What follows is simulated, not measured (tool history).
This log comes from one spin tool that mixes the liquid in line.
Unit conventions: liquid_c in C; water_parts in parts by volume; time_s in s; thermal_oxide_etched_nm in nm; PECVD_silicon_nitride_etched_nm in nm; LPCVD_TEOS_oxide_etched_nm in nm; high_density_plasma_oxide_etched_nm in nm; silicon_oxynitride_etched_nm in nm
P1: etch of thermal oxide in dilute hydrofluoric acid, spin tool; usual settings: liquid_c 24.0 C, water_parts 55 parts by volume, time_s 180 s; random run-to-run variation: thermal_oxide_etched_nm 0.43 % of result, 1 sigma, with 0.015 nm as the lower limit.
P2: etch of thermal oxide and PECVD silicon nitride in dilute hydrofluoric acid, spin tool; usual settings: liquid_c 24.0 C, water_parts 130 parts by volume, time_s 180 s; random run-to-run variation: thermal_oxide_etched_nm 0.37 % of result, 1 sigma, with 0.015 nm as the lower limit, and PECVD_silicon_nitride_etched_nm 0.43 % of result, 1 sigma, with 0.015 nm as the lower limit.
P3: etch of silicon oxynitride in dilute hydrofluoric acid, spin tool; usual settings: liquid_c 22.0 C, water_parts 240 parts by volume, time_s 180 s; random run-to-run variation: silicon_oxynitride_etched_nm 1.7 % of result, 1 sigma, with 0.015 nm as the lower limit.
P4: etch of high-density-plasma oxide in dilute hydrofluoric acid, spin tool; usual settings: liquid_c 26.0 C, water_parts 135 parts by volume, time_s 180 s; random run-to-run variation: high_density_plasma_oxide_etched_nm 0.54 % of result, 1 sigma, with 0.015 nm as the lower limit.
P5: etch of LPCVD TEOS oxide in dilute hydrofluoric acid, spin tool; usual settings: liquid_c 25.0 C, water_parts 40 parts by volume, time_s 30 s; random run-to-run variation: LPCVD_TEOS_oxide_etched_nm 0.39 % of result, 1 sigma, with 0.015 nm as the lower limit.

run	hour	process	liquid_c	water_parts	time_s	hours since the thermometer was replaced	hours since the hydrofluoric acid flow meter was replaced	thermal_oxide_etched_nm	PECVD_silicon_nitride_etched_nm	LPCVD_TEOS_oxide_etched_nm	high_density_plasma_oxide_etched_nm	silicon_oxynitride_etched_nm
1	14.4	P1	24.0	55	180	1059.8	771.5	16.3840				
2	27.7	P2	31.5	130	180	1073.1	784.8	8.0231	9.9717			
3	35.0	P1	30.0	75	180	1080.4	792.1	14.7050				
4	42.4	P5	18.5	40	30	1087.8	799.5			19.409		
5	55.4	P1	24.0	55	180	1100.8	812.5	16.3560				
6	67.8	P4	26.0	135	180	1113.2	824.9				12.2780	
7	77.7	P3	22.0	350	180	1123.1	834.8					0.93545
8	85.3	P2	24.0	130	180	1130.7	842.4	6.0626	6.2273			
9	93.6	P3	22.0	240	180	1139.0	850.7					1.49060
10	102.9	P1	17.0	55	100	1148.3	860.0	6.7465				
11	111.9	P1	24.0	55	180	1157.3	869.0	16.4590				
12	121.6	P3	22.0	240	335	1167.0	878.7					2.61320
13	136.1	P1	24.0	55	285	1181.5	893.2	25.6420				
14	143.4	P4	26.0	55	180	1188.8	900.5				33.8610	
15	152.3	P1	24.0	55	180	1197.7	909.4	16.3540				
16	160.5	P1	24.0	55	180	1205.9	917.6	16.3760				
17	168.0	P4	26.0	135	55	1213.4	925.1				3.7797	
18	177.3	P4	26.0	135	180	1222.7	934.4				12.3800	
19	186.9	P1	24.0	30	180	1232.3	944.0	30.8910				
20	199.4	P5	25.0	40	15	1244.8	956.5			12.712		
21	206.7	P1	24.0	80	180	1252.1	963.8	10.9280				
22	222.1	P1	24.0	55	55	1267.5	979.2	4.9991				
23	233.7	P1	19.5	55	180	1279.1	990.8	13.4990				
24	243.6	P3	18.0	240	180	1289.0	1000.7					1.23600
25	258.4	P2	24.0	130	55	1303.8	1015.5	1.8641	1.9186			
26	268.8	P1	28.5	55	180	1314.2	1025.9	19.5120				
27	278.4	P4	33.0	135	180	1323.8	1035.5				16.0210	
28	285.3	P5	25.0	40	30	1330.7	1042.4			25.395		
29	294.9	P2	24.0	220	180	1340.3	1052.0	3.2380	3.6930			
30	308.2	P5	25.0	60	30	1353.6	1065.3			16.462		
31	316.5	P1	24.0	55	180	1361.9	1073.6	16.2510				
32	324.1	P1	24.0	55	180	1369.5	1081.2	16.3740				
33	335.0	P1	24.0	55	180	1380.4	1092.1	16.6770				
34	343.5	P1	24.0	55	180	1388.9	1100.6	16.9190				
35	356.3	P1	24.0	55	180	1401.7	1113.4	17.1760				
36	363.1	P1	24.0	55	180	1408.5	1120.2	17.1130				
37	377.1	P1	24.0	55	180	1422.5	1134.2	17.4240				
38	391.9	P1	24.0	55	180	1437.3	1149.0	17.3740				
39	403.1	P1	24.0	55	180	1448.5	1160.2	17.5140				
40	414.6	P1	24.0	55	180	1460.0	1171.7	17.4340				
41	422.9	P1	24.0	55	180	1468.3	1180.0	17.3470				
42	430.9	P1	24.0	55	180	1476.3	1188.0	17.4800				
43	441.7	P1	24.0	55	180	1487.1	1198.8	17.4880				

P1 has crept away from where it was. The log is fitted equally well by each of these 2 causes, at the sizes shown:
A: hydrofluoric acid flow above the setpoint (%) = 6.58
B: liquid hotter than its thermometer reads (K) = 1.68
At approximately hour 324.1, the process output began to creep.

Each of the 4 check runs below uses one wafer; its results are left as question marks. Which run tells the causes apart?
check 1	452.5	P2	31.5	130	100			?	?			
check 2	452.5	P3	22.0	345	180							?
check 3	452.5	P4	29.0	60	180						?	
check 4	452.5	P5	19.5	40	30					?		

What every check run would give for each of its results, assuming each possible cause in turn:
check	result	if A	if B
check 1	thermal_oxide_etched_nm	4.8244	4.7523
check 1	PECVD_silicon_nitride_etched_nm	5.9613	6.1857
check 2	silicon_oxynitride_etched_nm	1.02450	1.01800
check 3	high_density_plasma_oxide_etched_nm	36.9940	36.8550
check 4	LPCVD_TEOS_oxide_etched_nm	21.549	21.657
Per-check spread between the two closest causes, in the result where they differ most: check 1 3.69 %; check 2 0.63 %; check 3 0.37 %; check 4 0.5 %
Only in check 1 would the causes give clearly different results; in the remaining checks their results would be nearly the same.

With check 1 done, the readings were: thermal_oxide_etched_nm 4.8162 nm; PECVD_silicon_nitride_etched_nm 5.9885 nm. Identify which of the listed causes applies.

It was cause A: hydrofluoric acid flow above the setpoint (%).
